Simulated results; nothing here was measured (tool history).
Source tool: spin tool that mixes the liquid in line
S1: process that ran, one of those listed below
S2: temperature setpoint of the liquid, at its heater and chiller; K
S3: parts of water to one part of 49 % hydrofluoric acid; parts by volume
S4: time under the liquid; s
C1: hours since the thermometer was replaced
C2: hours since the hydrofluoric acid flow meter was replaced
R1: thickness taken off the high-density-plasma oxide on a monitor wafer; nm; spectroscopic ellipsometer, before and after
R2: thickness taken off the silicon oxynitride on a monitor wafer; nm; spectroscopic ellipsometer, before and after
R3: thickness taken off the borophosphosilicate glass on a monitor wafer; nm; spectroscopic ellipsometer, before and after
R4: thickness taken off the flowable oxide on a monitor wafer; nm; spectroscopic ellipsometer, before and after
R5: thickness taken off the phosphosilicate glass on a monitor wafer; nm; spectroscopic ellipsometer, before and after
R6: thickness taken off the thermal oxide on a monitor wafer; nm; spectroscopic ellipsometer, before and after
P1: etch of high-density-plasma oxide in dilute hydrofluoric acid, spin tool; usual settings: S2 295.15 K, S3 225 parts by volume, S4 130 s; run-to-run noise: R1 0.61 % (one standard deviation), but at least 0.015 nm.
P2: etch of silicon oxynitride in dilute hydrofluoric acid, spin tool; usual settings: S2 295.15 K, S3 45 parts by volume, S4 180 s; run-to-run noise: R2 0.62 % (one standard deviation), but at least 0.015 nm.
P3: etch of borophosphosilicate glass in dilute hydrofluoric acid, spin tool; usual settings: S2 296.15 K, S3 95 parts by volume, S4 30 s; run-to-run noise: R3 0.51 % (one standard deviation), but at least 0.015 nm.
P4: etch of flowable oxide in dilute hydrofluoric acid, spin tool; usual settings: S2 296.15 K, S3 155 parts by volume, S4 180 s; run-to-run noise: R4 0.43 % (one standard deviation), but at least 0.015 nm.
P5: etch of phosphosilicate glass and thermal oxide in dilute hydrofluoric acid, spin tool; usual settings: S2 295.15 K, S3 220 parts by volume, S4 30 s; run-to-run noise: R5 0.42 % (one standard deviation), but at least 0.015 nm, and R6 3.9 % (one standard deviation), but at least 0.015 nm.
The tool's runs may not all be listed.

run	day	S1	S2	S3	S4	C1	C2	R1	R2	R3	R4	R5	R6
1	0.117	P1	295.15	225	130	345.7	195.7	5.2036					
2	0.212	P1	295.15	225	130	348	198	5.1777					
3	0.321	P2	295.15	45	365	350.6	200.6		11.089				
4	0.483	P3	296.15	95	15	354.5	204.5			6.3438			
5	0.629	P3	296.15	95	30	358	208			12.957			
6	0.808	P1	295.15	225	130	362.3	212.3	5.2025					
7	0.988	P4	296.15	155	55	366.6	216.6				10.625		
8	1.133	P5	295.15	220	30	370.1	220.1					10.773	0.55911
9	1.292	P2	295.15	45	180	373.9	223.9		5.4432				
10	1.383	P5	290.15	220	30	376.1	226.1					9.0036	0.4438
11	1.546	P3	296.15	160	30	380	230			7.0139			
12	1.65	P5	295.15	220	15	382.5	232.5					5.4079	0.24949
13	1.8	P1	290.15	225	130	386.1	236.1	4.2815					
14	1.917	P1	295.15	90	130	388.9	238.9	15.136					
15	2.071	P1	295.15	340	130	392.6	242.6	3.0831					
16	2.254	P1	290.15	225	195	397	247	6.5061					
17	2.429	P1	295.15	225	130	401.2	251.2	5.2005					
18	2.512	P1	295.15	225	130	403.2	253.2	5.2027					
19	2.596	P2	295.15	20	180	405.2	255.2		12.5				
20	2.721	P3	302.65	95	30	408.2	258.2			16.488			
21	2.846	P5	295.15	370	30	411.2	261.2					5.5671	0.30673
22	3.025	P1	303.15	225	130	415.5	265.5	6.9206					
23	3.146	P1	295.15	225	255	418.4	268.4	10.117					
# day 3.208: hydrofluoric acid flow meter replaced
24	3.308	P1	295.15	225	130	422.3	2.5	5.1338					
25	3.467	P2	290.15	45	180	426.1	6.3		4.2017				
26	3.633	P1	295.15	225	40	430.1	10.3	1.5977					
27	3.729	P4	296.15	25	180	432.4	12.6				252.76		
28	3.883	P4	302.15	155	180	436.1	16.3				43.311		
29	3.992	P4	296.15	155	180	438.7	18.9				34.716		
30	4.125	P1	295.15	225	130	441.9	22.1	5.2438					
31	4.204	P1	295.15	225	130	443.8	24	5.362					
32	4.329	P1	295.15	225	130	446.8	27	5.351					
33	4.479	P1	295.15	225	130	450.4	30.6	5.4345					
34	4.596	P1	295.15	225	130	453.2	33.4	5.5594					
35	4.688	P1	295.15	225	130	455.4	35.6	5.5475					
36	4.825	P1	295.15	225	130	458.7	38.9	5.5862					
37	4.954	P1	295.15	225	130	461.8	42	5.4998					
38	5.088	P1	295.15	225	130	465	45.2	5.5178					

P1 no longer gives what it gave before; its output has crept away from where it was. The following 2 causes, each at its listed size, fit the log equally well:
A: hydrofluoric acid flow above the setpoint (%) = 5.78
B: liquid hotter than its thermometer reads (K) = 1.87
The drift started at roughly day 4.125.

4 check runs are offered, each on 2 wafers whose results are averaged, their results left as question marks. Which one tells the causes apart?
check 1	5.221	P4	302.15	155	80						?		
check 2	5.221	P2	290.15	25	180				?				
check 3	5.221	P5	290.15	220	15							?	?
check 4	5.221	P3	300.15	150	30					?			

What each check would give under each cause:
check	result	if A	if B
check 1	R4	20.652	20.651
check 2	R2	8.1092	8.4431
check 3	R5	4.7884	4.8172
check 3	R6	0.25097	0.25248
check 4	R3	9.4379	9.4602
Gap, in per cent, between the two causes that each check separates least, read from the result that separates them most: check 1 0 %; check 2 4.04 %; check 3 0.6 %; check 4 0.24 %
The other checks would show nearly matching results whichever cause is true, so check 2 is the only one that separates the causes.

Running check 2 produced the following: R2 8.1233 nm. Which one of the listed causes fits?

A is the cause: hydrofluoric acid flow above the setpoint (%).
